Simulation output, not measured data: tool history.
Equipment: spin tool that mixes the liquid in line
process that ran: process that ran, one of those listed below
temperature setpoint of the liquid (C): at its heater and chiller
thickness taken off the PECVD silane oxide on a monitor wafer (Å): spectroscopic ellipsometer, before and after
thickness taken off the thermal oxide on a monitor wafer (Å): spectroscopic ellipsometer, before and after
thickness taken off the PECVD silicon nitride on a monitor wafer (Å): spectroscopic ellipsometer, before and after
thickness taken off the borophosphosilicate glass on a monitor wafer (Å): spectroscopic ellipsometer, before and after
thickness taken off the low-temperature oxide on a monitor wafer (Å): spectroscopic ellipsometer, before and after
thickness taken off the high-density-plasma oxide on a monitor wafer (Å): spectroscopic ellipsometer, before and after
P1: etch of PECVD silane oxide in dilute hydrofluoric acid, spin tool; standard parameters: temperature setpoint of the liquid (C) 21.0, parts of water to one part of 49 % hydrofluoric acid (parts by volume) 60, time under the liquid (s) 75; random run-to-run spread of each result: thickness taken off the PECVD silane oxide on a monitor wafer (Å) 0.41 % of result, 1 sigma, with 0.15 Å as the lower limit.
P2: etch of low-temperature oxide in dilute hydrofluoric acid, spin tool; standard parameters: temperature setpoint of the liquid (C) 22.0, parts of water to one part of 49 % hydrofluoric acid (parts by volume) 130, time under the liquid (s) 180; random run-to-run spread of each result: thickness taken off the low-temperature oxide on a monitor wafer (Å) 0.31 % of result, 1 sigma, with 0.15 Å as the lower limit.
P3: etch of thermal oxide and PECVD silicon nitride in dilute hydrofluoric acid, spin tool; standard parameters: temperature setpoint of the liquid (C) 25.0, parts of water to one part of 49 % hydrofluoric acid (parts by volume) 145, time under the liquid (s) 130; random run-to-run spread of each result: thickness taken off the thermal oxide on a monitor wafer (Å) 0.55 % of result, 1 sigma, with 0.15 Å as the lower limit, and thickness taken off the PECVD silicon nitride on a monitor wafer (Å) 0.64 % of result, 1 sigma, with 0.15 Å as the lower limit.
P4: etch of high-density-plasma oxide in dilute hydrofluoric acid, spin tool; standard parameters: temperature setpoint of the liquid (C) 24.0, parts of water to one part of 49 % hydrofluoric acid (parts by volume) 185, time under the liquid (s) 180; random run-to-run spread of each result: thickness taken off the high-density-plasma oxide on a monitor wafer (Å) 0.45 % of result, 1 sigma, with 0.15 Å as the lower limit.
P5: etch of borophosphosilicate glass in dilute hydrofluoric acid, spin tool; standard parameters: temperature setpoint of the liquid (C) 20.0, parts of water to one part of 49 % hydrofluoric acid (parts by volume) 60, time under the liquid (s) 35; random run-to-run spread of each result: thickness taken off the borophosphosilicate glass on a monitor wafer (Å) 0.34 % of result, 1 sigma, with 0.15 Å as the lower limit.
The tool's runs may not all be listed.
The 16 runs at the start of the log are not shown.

| run | hour | process that ran | temperature setpoint of the liquid (C) | parts of water to one part of 49 % hydrofluoric acid (parts by volume) | time under the liquid (s) | thickness taken off the PECVD silane oxide on a monitor wafer (Å) | thickness taken off the thermal oxide on a monitor wafer (Å) | thickness taken off the PECVD silicon nitride on a monitor wafer (Å) | thickness taken off the borophosphosilicate glass on a monitor wafer (Å) | thickness taken off the low-temperature oxide on a monitor wafer (Å) | thickness taken off the high-density-plasma oxide on a monitor wafer (Å) |
|---|---|---|---|---|---|---|---|---|---|---|---|
| 17 | 91.4 | P2 | 17.0 | 130 | 180 |  |  |  |  | 161.38 |  |
| 18 | 97.9 | P1 | 17.0 | 60 | 75 | 331.36 |  |  |  |  |  |
| 19 | 104.9 | P3 | 25.0 | 145 | 45 |  | 14.723 | 16.185 |  |  |  |
| 20 | 108.8 | P1 | 21.0 | 80 | 75 | 287.65 |  |  |  |  |  |
| 21 | 114.1 | P4 | 30.5 | 185 | 180 |  |  |  |  |  | 61.078 |
| 22 | 118.8 | P3 | 25.0 | 145 | 130 |  | 42.156 | 47.466 |  |  |  |
| 23 | 123.4 | P4 | 24.0 | 35 | 180 |  |  |  |  |  | 309.020 |
| 24 | 127.4 | P2 | 22.0 | 130 | 180 |  |  |  |  | 197.98 |  |
| 25 | 133.6 | P1 | 21.0 | 105 | 120 | 341.01 |  |  |  |  |  |
| 26 | 139.5 | P1 | 21.0 | 60 | 150 | 789.35 |  |  |  |  |  |
| 27 | 143.3 | P1 | 21.0 | 60 | 75 | 394.81 |  |  |  |  |  |
| 28 | 147.6 | P5 | 20.0 | 60 | 65 |  |  |  | 341.57 |  |  |
| 29 | 153.3 | P1 | 21.0 | 60 | 35 | 184.23 |  |  |  |  |  |
| 30 | 158.6 | P1 | 21.0 | 60 | 75 | 393.60 |  |  |  |  |  |
| 31 | 164.9 | P1 | 21.0 | 60 | 75 | 416.59 |  |  |  |  |  |
| 32 | 171.6 | P1 | 21.0 | 60 | 75 | 428.28 |  |  |  |  |  |

For run 33, what comes out?
| 33 | 174.9 | P1 | 21.0 | 60 | 75 | ? |  |  |  |  |  |

Run 33 yielded thickness taken off the PECVD silane oxide on a monitor wafer (Å) 429.40.
